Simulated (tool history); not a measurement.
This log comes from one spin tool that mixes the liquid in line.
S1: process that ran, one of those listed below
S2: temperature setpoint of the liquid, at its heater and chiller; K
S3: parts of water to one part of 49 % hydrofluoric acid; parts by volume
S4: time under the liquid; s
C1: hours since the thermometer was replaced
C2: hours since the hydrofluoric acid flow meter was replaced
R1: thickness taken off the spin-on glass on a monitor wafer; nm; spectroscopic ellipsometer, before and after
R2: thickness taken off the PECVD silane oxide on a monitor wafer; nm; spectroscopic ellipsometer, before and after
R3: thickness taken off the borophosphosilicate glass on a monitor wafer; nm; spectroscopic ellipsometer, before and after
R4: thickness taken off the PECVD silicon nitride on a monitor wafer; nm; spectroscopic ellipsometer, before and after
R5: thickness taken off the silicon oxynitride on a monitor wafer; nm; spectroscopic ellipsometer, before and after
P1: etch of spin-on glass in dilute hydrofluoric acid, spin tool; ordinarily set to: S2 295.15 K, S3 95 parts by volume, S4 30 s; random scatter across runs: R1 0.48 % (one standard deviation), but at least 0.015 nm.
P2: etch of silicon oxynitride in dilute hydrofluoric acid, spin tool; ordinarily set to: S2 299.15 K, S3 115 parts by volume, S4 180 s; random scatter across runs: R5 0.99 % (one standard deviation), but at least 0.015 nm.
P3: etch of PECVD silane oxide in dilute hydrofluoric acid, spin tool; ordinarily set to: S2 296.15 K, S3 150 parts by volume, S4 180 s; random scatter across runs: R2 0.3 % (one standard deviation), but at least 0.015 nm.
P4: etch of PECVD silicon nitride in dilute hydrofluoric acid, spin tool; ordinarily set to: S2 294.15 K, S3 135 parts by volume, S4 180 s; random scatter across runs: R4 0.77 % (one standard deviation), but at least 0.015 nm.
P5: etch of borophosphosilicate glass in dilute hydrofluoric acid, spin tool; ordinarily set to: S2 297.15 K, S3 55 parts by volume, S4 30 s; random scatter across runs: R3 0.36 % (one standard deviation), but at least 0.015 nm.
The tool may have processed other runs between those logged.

| run | day | S1 | S2 | S3 | S4 | C1 | C2 | R1 | R2 | R3 | R4 | R5 |
|---|---|---|---|---|---|---|---|---|---|---|---|---|
| 1 | 0.488 | P1 | 295.15 | 95 | 30 | 823.8 | 507.5 | 9.2134 |  |  |  |  |
| 2 | 0.858 | P3 | 296.15 | 260 | 180 | 832.7 | 516.4 |  | 8.5606 |  |  |  |
| 3 | 1.475 | P5 | 297.15 | 55 | 60 | 847.5 | 531.2 |  |  | 48.265 |  |  |
| 4 | 2.212 | P1 | 295.15 | 20 | 30 | 865.2 | 548.9 | 47.7800 |  |  |  |  |
| 5 | 2.792 | P1 | 300.65 | 95 | 30 | 879.1 | 562.8 | 11.3420 |  |  |  |  |
| 6 | 3.221 | P4 | 294.15 | 30 | 180 | 889.4 | 573.1 |  |  |  | 11.95900 |  |
| 7 | 3.896 | P2 | 299.15 | 115 | 15 | 905.6 | 589.3 |  |  |  |  | 0.21301 |
| 8 | 4.262 | P3 | 296.15 | 150 | 15 | 914.4 | 598.1 |  | 1.3747 |  |  |  |
| 9 | 4.725 | P1 | 295.15 | 95 | 30 | 925.5 | 609.2 | 9.1794 |  |  |  |  |
| 10 | 5.054 | P1 | 290.15 | 95 | 30 | 933.4 | 617.1 | 7.3978 |  |  |  |  |
| 11 | 5.658 | P5 | 305.65 | 55 | 30 | 947.9 | 631.6 |  |  | 33.822 |  |  |
|  | 5.904 | hydrofluoric acid flow meter replaced |
| 12 | 6.238 | P3 | 296.15 | 150 | 180 | 961.8 | 8.1 |  | 16.5770 |  |  |  |
| 13 | 6.675 | P4 | 294.15 | 135 | 180 | 972.3 | 18.6 |  |  |  | 2.70230 |  |
| 14 | 7.029 | P1 | 295.15 | 95 | 30 | 980.8 | 27.1 | 9.2428 |  |  |  |  |
| 15 | 7.438 | P1 | 301.15 | 95 | 15 | 990.6 | 36.9 | 5.7969 |  |  |  |  |
| 16 | 7.925 | P2 | 299.15 | 190 | 180 | 1002.3 | 48.6 |  |  |  |  | 1.40390 |
| 17 | 8.438 | P1 | 299.15 | 95 | 50 | 1014.6 | 60.9 | 17.9740 |  |  |  |  |
| 18 | 8.888 | P4 | 294.15 | 135 | 50 | 1025.4 | 71.7 |  |  |  | 0.74739 |  |
| 19 | 9.442 | P1 | 295.15 | 60 | 15 | 1038.7 | 85.0 | 7.4976 |  |  |  |  |
| 20 | 9.842 | P1 | 295.15 | 95 | 55 | 1048.3 | 94.6 | 16.8540 |  |  |  |  |
| 21 | 10.392 | P1 | 295.15 | 135 | 30 | 1061.5 | 107.8 | 6.1276 |  |  |  |  |
| 22 | 10.796 | P1 | 295.15 | 95 | 30 | 1071.2 | 117.5 | 9.1422 |  |  |  |  |
| 23 | 11.408 | P1 | 295.15 | 95 | 30 | 1085.9 | 132.2 | 9.1983 |  |  |  |  |
| 24 | 12.100 | P5 | 297.15 | 55 | 30 | 1102.5 | 148.8 |  |  | 24.063 |  |  |
| 25 | 12.433 | P5 | 297.15 | 20 | 30 | 1110.5 | 156.8 |  |  | 69.329 |  |  |
| 26 | 13.058 | P3 | 296.15 | 150 | 180 | 1125.5 | 171.8 |  | 16.5210 |  |  |  |
| 27 | 13.654 | P1 | 295.15 | 95 | 15 | 1139.8 | 186.1 | 4.5991 |  |  |  |  |
| 28 | 14.038 | P3 | 290.15 | 150 | 180 | 1149.0 | 195.3 |  | 13.0040 |  |  |  |
| 29 | 14.633 | P2 | 291.65 | 115 | 180 | 1163.3 | 209.6 |  |  |  |  | 1.74650 |
| 30 | 15.112 | P4 | 299.65 | 135 | 180 | 1174.8 | 221.1 |  |  |  | 3.90660 |  |
| 31 | 15.492 | P2 | 299.15 | 115 | 180 | 1183.9 | 230.2 |  |  |  |  | 2.46810 |
| 32 | 16.025 | P2 | 299.15 | 115 | 180 | 1196.7 | 243.0 |  |  |  |  | 2.47040 |
| 33 | 16.658 | P1 | 295.15 | 95 | 30 | 1211.9 | 258.2 | 9.1346 |  |  |  |  |
| 34 | 17.267 | P1 | 295.15 | 95 | 30 | 1226.5 | 272.8 | 9.2970 |  |  |  |  |
| 35 | 17.688 | P1 | 295.15 | 95 | 30 | 1236.6 | 282.9 | 9.5243 |  |  |  |  |
| 36 | 18.100 | P1 | 295.15 | 95 | 30 | 1246.5 | 292.8 | 9.5780 |  |  |  |  |
| 37 | 18.825 | P1 | 295.15 | 95 | 30 | 1263.9 | 310.2 | 9.6583 |  |  |  |  |
| 38 | 19.367 | P1 | 295.15 | 95 | 30 | 1276.9 | 323.2 | 9.8172 |  |  |  |  |
| 39 | 20.092 | P1 | 295.15 | 95 | 30 | 1294.3 | 340.6 | 9.8383 |  |  |  |  |
| 40 | 20.767 | P1 | 295.15 | 95 | 30 | 1310.5 | 356.8 | 9.8679 |  |  |  |  |
| 41 | 21.296 | P1 | 295.15 | 95 | 30 | 1323.2 | 369.5 | 9.8497 |  |  |  |  |
| 42 | 21.821 | P1 | 295.15 | 95 | 30 | 1335.8 | 382.1 | 9.7335 |  |  |  |  |
| 43 | 22.225 | P1 | 295.15 | 95 | 30 | 1345.5 | 391.8 | 9.8143 |  |  |  |  |
| 44 | 22.858 | P1 | 295.15 | 95 | 30 | 1360.7 | 407.0 | 9.8646 |  |  |  |  |

What P1 gives has crept away from where it was. These 2 causes fit the log equally well, each at the size given:
A: hydrofluoric acid flow above the setpoint (%) = 6.81
B: liquid hotter than its thermometer reads (K) = 1.82
The gradual shift began around day 16.658.

Listed below are the offered check runs, one wafer per run, with question marks in place of results. For which of them would the causes give clearly different outcomes?
| check 1 | 23.492 | P2 | 299.15 | 160 | 20 |  |  |  |  |  |  | ? |
| check 2 | 23.492 | P4 | 294.15 | 55 | 180 |  |  |  |  |  | ? |  |
| check 3 | 23.492 | P3 | 290.65 | 150 | 40 |  |  |  | ? |  |  |  |
| check 4 | 23.492 | P5 | 304.15 | 55 | 45 |  |  |  |  | ? |  |  |

If the cause were each of the candidates in turn, the checks would give the following:
| check | result | if A | if B |
|---|---|---|---|
| check 1 | R5 | 0.20484 | 0.20612 |
| check 2 | R4 | 7.01340 | 7.44780 |
| check 3 | R2 | 3.1815 | 3.1761 |
| check 4 | R3 | 51.345 | 51.270 |
Distance between the nearest two causes, measured in the result of the check that separates them most: check 1 0.62 %; check 2 6.01 %; check 3 0.17 %; check 4 0.15 %
Only in check 2 would the causes give clearly different results; in the remaining checks their results would be nearly the same.

Here is what check 2 returned: R4 7.09080 nm. Which cause is it?

It is A: hydrofluoric acid flow above the setpoint (%).

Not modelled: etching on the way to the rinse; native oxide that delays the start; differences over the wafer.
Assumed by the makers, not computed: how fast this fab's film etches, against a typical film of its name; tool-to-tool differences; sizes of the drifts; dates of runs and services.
